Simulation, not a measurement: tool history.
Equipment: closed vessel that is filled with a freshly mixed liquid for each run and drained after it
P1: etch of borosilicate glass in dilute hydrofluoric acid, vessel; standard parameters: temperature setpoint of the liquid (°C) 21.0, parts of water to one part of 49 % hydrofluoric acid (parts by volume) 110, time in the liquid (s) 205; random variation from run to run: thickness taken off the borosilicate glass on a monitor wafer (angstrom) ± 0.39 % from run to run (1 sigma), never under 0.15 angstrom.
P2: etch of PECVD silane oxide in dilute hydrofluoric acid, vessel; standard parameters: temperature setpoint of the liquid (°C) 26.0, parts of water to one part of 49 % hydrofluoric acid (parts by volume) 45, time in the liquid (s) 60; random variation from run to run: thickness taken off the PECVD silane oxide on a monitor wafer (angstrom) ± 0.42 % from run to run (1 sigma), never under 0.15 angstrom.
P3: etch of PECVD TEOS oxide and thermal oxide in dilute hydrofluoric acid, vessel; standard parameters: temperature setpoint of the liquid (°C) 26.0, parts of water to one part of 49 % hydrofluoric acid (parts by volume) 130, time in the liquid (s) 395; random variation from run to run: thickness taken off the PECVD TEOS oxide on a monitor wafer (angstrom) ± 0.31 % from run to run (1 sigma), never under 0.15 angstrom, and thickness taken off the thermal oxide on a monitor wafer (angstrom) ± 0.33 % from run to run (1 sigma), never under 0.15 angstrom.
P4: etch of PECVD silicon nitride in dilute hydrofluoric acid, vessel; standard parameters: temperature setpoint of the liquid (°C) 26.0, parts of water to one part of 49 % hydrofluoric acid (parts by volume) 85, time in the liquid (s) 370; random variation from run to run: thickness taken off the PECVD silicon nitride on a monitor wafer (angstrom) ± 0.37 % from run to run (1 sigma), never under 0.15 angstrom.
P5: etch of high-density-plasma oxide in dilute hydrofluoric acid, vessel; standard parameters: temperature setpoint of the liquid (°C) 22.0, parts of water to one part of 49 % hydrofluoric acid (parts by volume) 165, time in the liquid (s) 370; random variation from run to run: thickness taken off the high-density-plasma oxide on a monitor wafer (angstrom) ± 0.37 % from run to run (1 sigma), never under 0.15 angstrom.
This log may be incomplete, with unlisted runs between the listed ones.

run,hour,process that ran,temperature setpoint of the liquid (°C),parts of water to one part of 49 % hydrofluoric acid (parts by volume),time in the liquid (s),hours since the thermometer was replaced,hours since the hydrofluoric acid flow meter was replaced,thickness taken off the borosilicate glass on a monitor wafer (angstrom),thickness taken off the PECVD silicon nitride on a monitor wafer (angstrom),thickness taken off the PECVD TEOS oxide on a monitor wafer (angstrom),thickness taken off the thermal oxide on a monitor wafer (angstrom),thickness taken off the PECVD silane oxide on a monitor wafer (angstrom),thickness taken off the high-density-plasma oxide on a monitor wafer (angstrom)
1,11.9,P1,21.0,110,205,767.4,298.9,268.46,,,,,
2,27.0,P4,26.0,85,370,782.5,314.0,,202.13,,,,
3,40.4,P1,21.0,110,205,795.9,327.4,268.72,,,,,
4,54.5,P4,26.0,85,190,810.0,341.5,,103.39,,,,
5,67.3,P4,26.0,85,370,822.8,354.3,,201.04,,,,
6,81.5,P3,26.0,130,395,837.0,368.5,,,408.56,150.340,,
7,97.3,P2,26.0,45,105,852.8,384.3,,,,,441.56,
8,112.5,P3,26.0,205,395,868.0,399.5,,,238.11,87.576,,
9,126.3,P1,21.0,25,205,881.8,413.3,1314.60,,,,,
10,139.3,P1,21.0,110,415,894.8,426.3,541.86,,,,,
11,152.2,P1,21.0,185,205,907.7,439.2,146.64,,,,,
12,163.9,P1,21.0,110,205,919.4,450.9,270.19,,,,,
13,178.8,P1,17.0,110,320,934.3,465.8,353.17,,,,,
14,191.8,P5,22.0,290,370,947.3,478.8,,,,,,51.713
15,204.0,P5,22.0,165,590,959.5,491.0,,,,,,165.780
16,218.8,P3,33.5,130,395,974.3,505.8,,,539.06,198.600,,
17,226.1,P1,17.0,175,205,981.6,513.1,134.30,,,,,
18,242.4,P3,26.0,130,395,997.9,529.4,,,408.00,150.540,,
19,252.5,P1,21.0,110,205,1008.0,539.5,268.27,,,,,
20,267.2,P5,22.0,165,370,1022.7,554.2,,,,,,103.790
21,277.0,P2,22.0,45,60,1032.5,564.0,,,,,212.97,
22,285.4,P2,26.0,45,60,1040.9,572.4,,,,,251.94,
23,298.1,P5,28.0,165,370,1053.6,585.1,,,,,,129.770
24,309.6,P1,21.0,110,205,1065.1,596.6,268.14,,,,,
25,319.7,P3,26.0,130,785,1075.2,606.7,,,809.26,299.920,,
26,327.7,P5,22.0,165,370,1083.2,614.7,,,,,,103.470
27,340.7,P4,26.0,145,370,1096.2,627.7,,118.32,,,,
28,352.6,P1,26.0,110,205,1108.1,639.6,327.63,,,,,
29,365.4,P1,21.0,110,205,1120.9,652.4,269.68,,,,,
30,373.5,P1,21.0,110,105,1129.0,660.5,137.41,,,,,
# hour 381.9: thermometer replaced
31,385.9,P1,27.5,35,205,4.0,672.9,1202.00,,,,,
32,400.3,P2,26.0,75,60,18.4,687.3,,,,,144.34,
33,414.1,P4,31.5,85,370,32.2,701.1,,286.71,,,,
34,422.6,P1,17.0,110,205,40.7,709.6,226.48,,,,,
35,437.0,P1,21.0,110,205,55.1,724.0,268.79,,,,,
36,444.2,P1,21.0,110,205,62.3,731.2,270.64,,,,,
37,457.7,P1,21.0,110,205,75.8,744.7,276.82,,,,,
38,466.1,P1,21.0,110,205,84.2,753.1,280.74,,,,,
39,482.3,P1,21.0,110,205,100.4,769.3,284.54,,,,,
40,496.3,P1,21.0,110,205,114.4,783.3,283.06,,,,,
41,509.4,P1,21.0,110,205,127.5,796.4,289.28,,,,,
42,525.3,P1,21.0,110,205,143.4,812.3,289.57,,,,,
43,538.1,P1,21.0,110,205,156.2,825.1,288.54,,,,,
44,553.0,P1,21.0,110,205,171.1,840.0,287.79,,,,,
45,567.3,P1,21.0,110,205,185.4,854.3,289.89,,,,,
46,582.9,P1,21.0,110,205,201.0,869.9,286.97,,,,,

What P1 gives has crept away from where it was. These 2 causes fit the log equally well, each at the size given:
A: hydrofluoric acid flow above the setpoint (%) = 7.03
B: liquid hotter than its thermometer reads (K) = 1.91
The process output started creeping at around hour 437.0.

Question marks stand in for the results of the 4 check runs listed below, each run on one wafer. Under which run would the listed causes show clearly different results?
check 1,598.5,P3,26.0,130,395,,,,,?,?,,
check 2,598.5,P2,26.0,45,60,,,,,,,?,
check 3,598.5,P5,22.0,165,370,,,,,,,,?
check 4,598.5,P4,26.0,85,370,,,,?,,,,

If the cause were each of the candidates in turn, the checks would give the following:
check,result,if A,if B
check 1,thickness taken off the PECVD TEOS oxide on a monitor wafer (angstrom),442.84,439.94
check 1,thickness taken off the thermal oxide on a monitor wafer (angstrom),162.810,161.740
check 2,thickness taken off the PECVD silane oxide on a monitor wafer (angstrom),269.34,270.67
check 3,thickness taken off the high-density-plasma oxide on a monitor wafer (angstrom),111.930,111.190
check 4,thickness taken off the PECVD silicon nitride on a monitor wafer (angstrom),215.54,228.07
Distance between the nearest two causes, measured in the result of the check that separates them most: check 1 0.66 %; check 2 0.49 %; check 3 0.66 %; check 4 5.65 %
Check 4 is the one run that separates the causes; every other check would come out nearly the same whichever cause is at work.

Running check 4 produced the following: thickness taken off the PECVD silicon nitride on a monitor wafer (angstrom) 228.14. Which one of the listed causes fits?

Of the candidate causes, it is B: liquid hotter than its thermometer reads (K).
